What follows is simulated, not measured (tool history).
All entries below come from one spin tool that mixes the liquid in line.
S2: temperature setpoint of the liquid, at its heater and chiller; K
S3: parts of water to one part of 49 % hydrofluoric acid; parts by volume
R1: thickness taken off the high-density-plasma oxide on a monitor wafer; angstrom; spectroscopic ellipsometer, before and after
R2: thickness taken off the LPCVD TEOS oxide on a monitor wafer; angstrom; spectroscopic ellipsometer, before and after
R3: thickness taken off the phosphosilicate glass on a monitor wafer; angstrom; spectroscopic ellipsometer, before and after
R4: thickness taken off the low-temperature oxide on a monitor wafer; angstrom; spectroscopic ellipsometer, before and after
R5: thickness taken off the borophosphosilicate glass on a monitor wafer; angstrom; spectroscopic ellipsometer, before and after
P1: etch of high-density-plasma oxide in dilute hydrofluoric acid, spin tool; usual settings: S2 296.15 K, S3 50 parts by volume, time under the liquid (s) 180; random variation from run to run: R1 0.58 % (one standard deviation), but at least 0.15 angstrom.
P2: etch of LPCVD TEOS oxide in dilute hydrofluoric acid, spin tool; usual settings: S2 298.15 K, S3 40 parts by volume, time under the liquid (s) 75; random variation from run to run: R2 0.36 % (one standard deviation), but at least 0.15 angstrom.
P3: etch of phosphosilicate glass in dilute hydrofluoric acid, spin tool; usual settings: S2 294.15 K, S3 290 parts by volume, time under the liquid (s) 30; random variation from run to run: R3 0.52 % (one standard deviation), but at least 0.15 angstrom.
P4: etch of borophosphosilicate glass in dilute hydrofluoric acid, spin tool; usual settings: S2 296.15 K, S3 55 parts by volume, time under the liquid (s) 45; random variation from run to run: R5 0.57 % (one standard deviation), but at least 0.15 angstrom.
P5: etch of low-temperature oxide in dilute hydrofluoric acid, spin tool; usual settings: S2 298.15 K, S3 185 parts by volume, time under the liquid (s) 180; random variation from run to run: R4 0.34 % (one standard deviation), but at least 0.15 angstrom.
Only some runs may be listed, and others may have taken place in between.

{"run": 1, "hour": 8.2, "process that ran": "P1", "S2": 296.15, "S3": 50, "time under the liquid (s)": 180, "R1": 212.82}
{"run": 2, "hour": 17.1, "process that ran": "P2", "S2": 298.15, "S3": 20, "time under the liquid (s)": 75, "R2": 747.96}
{"run": 3, "hour": 25.6, "process that ran": "P1", "S2": 296.15, "S3": 50, "time under the liquid (s)": 180, "R1": 212.98}
{"run": 4, "hour": 38.0, "process that ran": "P1", "S2": 296.15, "S3": 50, "time under the liquid (s)": 180, "R1": 210.84}
{"run": 5, "hour": 49.7, "process that ran": "P1", "S2": 296.15, "S3": 50, "time under the liquid (s)": 180, "R1": 210.04}
{"run": 6, "hour": 63.0, "process that ran": "P3", "S2": 294.15, "S3": 290, "time under the liquid (s)": 15, "R3": 36.288}
{"hour": 67.6, "done": "thermometer replaced"}
{"run": 7, "hour": 79.1, "process that ran": "P3", "S2": 294.15, "S3": 290, "time under the liquid (s)": 30, "R3": 72.48}
{"run": 8, "hour": 90.5, "process that ran": "P5", "S2": 298.15, "S3": 185, "time under the liquid (s)": 180, "R4": 101.68}
{"run": 9, "hour": 99.9, "process that ran": "P4", "S2": 296.15, "S3": 55, "time under the liquid (s)": 15, "R5": 130.5}
{"run": 10, "hour": 111.3, "process that ran": "P4", "S2": 296.15, "S3": 20, "time under the liquid (s)": 45, "R5": 1110.6}
{"run": 11, "hour": 121.6, "process that ran": "P2", "S2": 303.15, "S3": 40, "time under the liquid (s)": 75, "R2": 445.23}
{"run": 12, "hour": 131.3, "process that ran": "P1", "S2": 296.15, "S3": 50, "time under the liquid (s)": 330, "R1": 384.97}
{"run": 13, "hour": 140.9, "process that ran": "P4", "S2": 299.65, "S3": 55, "time under the liquid (s)": 45, "R5": 445.35}
{"run": 14, "hour": 153.1, "process that ran": "P1", "S2": 290.15, "S3": 75, "time under the liquid (s)": 180, "R1": 104.99}
{"run": 15, "hour": 167.5, "process that ran": "P5", "S2": 298.15, "S3": 330, "time under the liquid (s)": 180, "R4": 48.71}
{"run": 16, "hour": 182.8, "process that ran": "P1", "S2": 296.15, "S3": 50, "time under the liquid (s)": 180, "R1": 210.44}
{"run": 17, "hour": 198.0, "process that ran": "P2", "S2": 298.15, "S3": 40, "time under the liquid (s)": 120, "R2": 580.73}
{"run": 18, "hour": 206.4, "process that ran": "P5", "S2": 298.15, "S3": 185, "time under the liquid (s)": 355, "R4": 200.22}
{"run": 19, "hour": 216.3, "process that ran": "P3", "S2": 294.15, "S3": 290, "time under the liquid (s)": 30, "R3": 72.615}
{"run": 20, "hour": 228.8, "process that ran": "P3", "S2": 298.65, "S3": 290, "time under the liquid (s)": 30, "R3": 85.18}
{"hour": 233.2, "done": "hydrofluoric acid flow meter replaced"}
{"run": 21, "hour": 239.7, "process that ran": "P1", "S2": 296.15, "S3": 25, "time under the liquid (s)": 180, "R1": 434.75}
{"run": 22, "hour": 250.9, "process that ran": "P5", "S2": 294.15, "S3": 185, "time under the liquid (s)": 180, "R4": 87.26}
{"run": 23, "hour": 260.1, "process that ran": "P1", "S2": 300.65, "S3": 50, "time under the liquid (s)": 180, "R1": 255.09}
{"run": 24, "hour": 267.1, "process that ran": "P1", "S2": 296.15, "S3": 50, "time under the liquid (s)": 180, "R1": 211.87}
{"run": 25, "hour": 283.3, "process that ran": "P1", "S2": 290.15, "S3": 50, "time under the liquid (s)": 180, "R1": 164.62}
{"run": 26, "hour": 297.8, "process that ran": "P5", "S2": 298.15, "S3": 185, "time under the liquid (s)": 180, "R4": 101.25}
{"run": 27, "hour": 305.8, "process that ran": "P2", "S2": 298.15, "S3": 40, "time under the liquid (s)": 75, "R2": 361.04}
{"run": 28, "hour": 319.1, "process that ran": "P1", "S2": 296.15, "S3": 50, "time under the liquid (s)": 180, "R1": 210.57}
{"run": 29, "hour": 331.8, "process that ran": "P3", "S2": 294.15, "S3": 115, "time under the liquid (s)": 30, "R3": 220.44}
{"run": 30, "hour": 345.4, "process that ran": "P1", "S2": 296.15, "S3": 90, "time under the liquid (s)": 180, "R1": 111.37}
{"run": 31, "hour": 360.0, "process that ran": "P4", "S2": 296.15, "S3": 55, "time under the liquid (s)": 45, "R5": 387.34}
{"run": 32, "hour": 369.4, "process that ran": "P1", "S2": 296.15, "S3": 50, "time under the liquid (s)": 100, "R1": 116.63}
{"run": 33, "hour": 381.9, "process that ran": "P1", "S2": 296.15, "S3": 50, "time under the liquid (s)": 180, "R1": 209.63}
{"run": 34, "hour": 390.5, "process that ran": "P1", "S2": 296.15, "S3": 50, "time under the liquid (s)": 180, "R1": 203.29}
{"run": 35, "hour": 406.2, "process that ran": "P1", "S2": 296.15, "S3": 50, "time under the liquid (s)": 180, "R1": 199.99}
{"run": 36, "hour": 419.9, "process that ran": "P1", "S2": 296.15, "S3": 50, "time under the liquid (s)": 180, "R1": 196.01}
{"run": 37, "hour": 431.5, "process that ran": "P1", "S2": 296.15, "S3": 50, "time under the liquid (s)": 180, "R1": 193.07}
{"run": 38, "hour": 446.5, "process that ran": "P1", "S2": 296.15, "S3": 50, "time under the liquid (s)": 180, "R1": 193.25}
{"run": 39, "hour": 454.2, "process that ran": "P1", "S2": 296.15, "S3": 50, "time under the liquid (s)": 180, "R1": 190.92}
{"run": 40, "hour": 467.5, "process that ran": "P1", "S2": 296.15, "S3": 50, "time under the liquid (s)": 180, "R1": 190.46}
{"run": 41, "hour": 477.5, "process that ran": "P1", "S2": 296.15, "S3": 50, "time under the liquid (s)": 180, "R1": 192.37}
{"run": 42, "hour": 493.5, "process that ran": "P1", "S2": 296.15, "S3": 50, "time under the liquid (s)": 180, "R1": 191.06}

The log shows P1 creeping away from where it was. Any of the 2 causes listed here, at the size stated for it, fits the log just as well as the others:
A: hydrofluoric acid flow below the setpoint (%) = 9.1
B: liquid colder than its thermometer reads (K) = 2.44
Onset of the creep was near hour 381.9.

4 check runs are offered, one wafer each, their results left as question marks. Which one tells the causes apart?
{"run": "check 1", "hour": 509.5, "process that ran": "P3", "S2": 294.15, "S3": 115, "time under the liquid (s)": 15, "R3": "?"}
{"run": "check 2", "hour": 509.5, "process that ran": "P4", "S2": 296.15, "S3": 30, "time under the liquid (s)": 20, "R5": "?"}
{"run": "check 3", "hour": 509.5, "process that ran": "P2", "S2": 298.15, "S3": 20, "time under the liquid (s)": 120, "R2": "?"}
{"run": "check 4", "hour": 509.5, "process that ran": "P5", "S2": 298.15, "S3": 265, "time under the liquid (s)": 340, "R4": "?"}

If the cause were each of the candidates in turn, the checks would give the following:
check=check_1 result=R3 if_A=98.24 if_B=99.098
check=check_2 result=R5 if_A=296.21 if_B=294.87
check=check_3 result=R2 if_A=1078 if_B=1072.5
check=check_4 result=R4 if_A=108.56 if_B=112.49
Per-check spread between the two closest causes, in the result where they differ most: check 1 0.87 %; check 2 0.45 %; check 3 0.51 %; check 4 3.55 %
The other checks would show nearly matching results whichever cause is true, so check 4 is the only one that separates the causes.

Running check 4 produced the following: R4 108.66 angstrom. Which one of the listed causes fits?

It is A: hydrofluoric acid flow below the setpoint (%).
